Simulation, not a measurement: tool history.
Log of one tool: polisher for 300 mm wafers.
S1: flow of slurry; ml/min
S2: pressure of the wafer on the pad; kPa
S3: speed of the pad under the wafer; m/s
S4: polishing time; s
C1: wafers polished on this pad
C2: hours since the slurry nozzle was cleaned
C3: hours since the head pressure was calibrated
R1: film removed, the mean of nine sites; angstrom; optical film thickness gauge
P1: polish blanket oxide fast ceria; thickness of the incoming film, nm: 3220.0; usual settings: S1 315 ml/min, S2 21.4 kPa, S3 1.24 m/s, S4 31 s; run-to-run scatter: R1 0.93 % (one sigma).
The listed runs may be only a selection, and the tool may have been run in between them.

run     day   S1    S2    S3  S4    C1     C2     C3      R1
  1   0.683  315  21.4  1.24  31   305  322.5   76.1  5487.4
  2   1.271  190  21.4  1.24  31   419  336.6   90.2  5141.5
  3   1.846  315  21.4  1.24  31   531  350.4    104    5552
      2.021  -- worn pad replaced by a new one
  4   2.208  315  21.4  0.78  31    36  359.1  112.7  3453.6
  5   2.808  315  21.4  1.24  21   153  373.5  127.1  3697.2
  6   3.562  315  10.3  1.24  39   299  391.6  145.2  3322.4
  7   4.021  410  21.4  1.24  31   389  402.6  156.2  5589.7
  8   4.779  315  21.4  1.24  31   536  420.8  174.4  5451.6
  9   5.492  315  27.6  1.24  31   675  437.9  191.5  7044.2
 10   5.979  315  21.4  1.24  46   769  449.6  203.2  8202.8
 11   6.346  315  21.4  1.24  31   841  458.4    212  5523.4
 12   6.946  315  21.4  1.92  31   958  472.8  226.4  8394.3
 13   7.554  315   9.7  1.24  31  1076  487.4    241    2530
 14   8.221  315  21.4  1.24  31  1206  503.4    257  5537.3
 15   8.588  315  21.4  1.24  31  1277  512.2  265.8  5553.2
 16   8.954  315  21.4  1.24  31  1348    521  274.6  5456.4
 17   9.329  315  21.4  1.24  31  1421    530  283.6  5297.3
      9.783  -- worn pad replaced by a new one
 18   9.996  315  21.4  1.24  31    42    546  299.6  5186.9
 19  10.671  315  21.4  1.24  31   173  562.2  315.8  5234.4
 20  11.079  315  21.4  1.24  31   252    572  325.6    5171
 21  11.808  315  21.4  1.24  31   394  589.5  343.1  5252.7

P1 has crept away from where it was. The log is fitted equally well by each of these 2 causes, at the sizes shown:
A: slurry flow missing at the pad, % = 37
B: head's pressure below its setpoint, % = 4.86
Creep in the process output first set in at about day 8.588.
All other causes, with the reason each is excluded:
removal rate lost through wear of the pad, %: serviced after onset, at day 9.783, with no recovery of the prior output

4 check runs are offered, each on 5 wafers whose results are averaged, their results left as question marks. Which one tells the causes apart?
check 1  12.538  315  16.5  1.76  31               ?
check 2  12.538  190  13.1  1.24  31               ?
check 3  12.538  315  21.4  1.92  43               ?
check 4  12.538  315  21.4   1.7  41               ?

Check results expected under each cause:
  check  result    if A    if B
check 1      R1  5740.4  5740.8
check 2      R1  2937.7  3028.2
check 3      R1   11220   11221
check 4      R1  9472.2  9472.8
Gap, in per cent, between the two causes that each check separates least, read from the result that separates them most: check 1 0.01 %; check 2 3.03 %; check 3 0.01 %; check 4 0.01 %
Only in check 2 would the causes give clearly different results; in the remaining checks their results would be nearly the same.

Check 2 was carried out, with these results: R1 3033.9 angstrom. Which of the listed causes is responsible?

B is the cause: head's pressure below its setpoint, %.

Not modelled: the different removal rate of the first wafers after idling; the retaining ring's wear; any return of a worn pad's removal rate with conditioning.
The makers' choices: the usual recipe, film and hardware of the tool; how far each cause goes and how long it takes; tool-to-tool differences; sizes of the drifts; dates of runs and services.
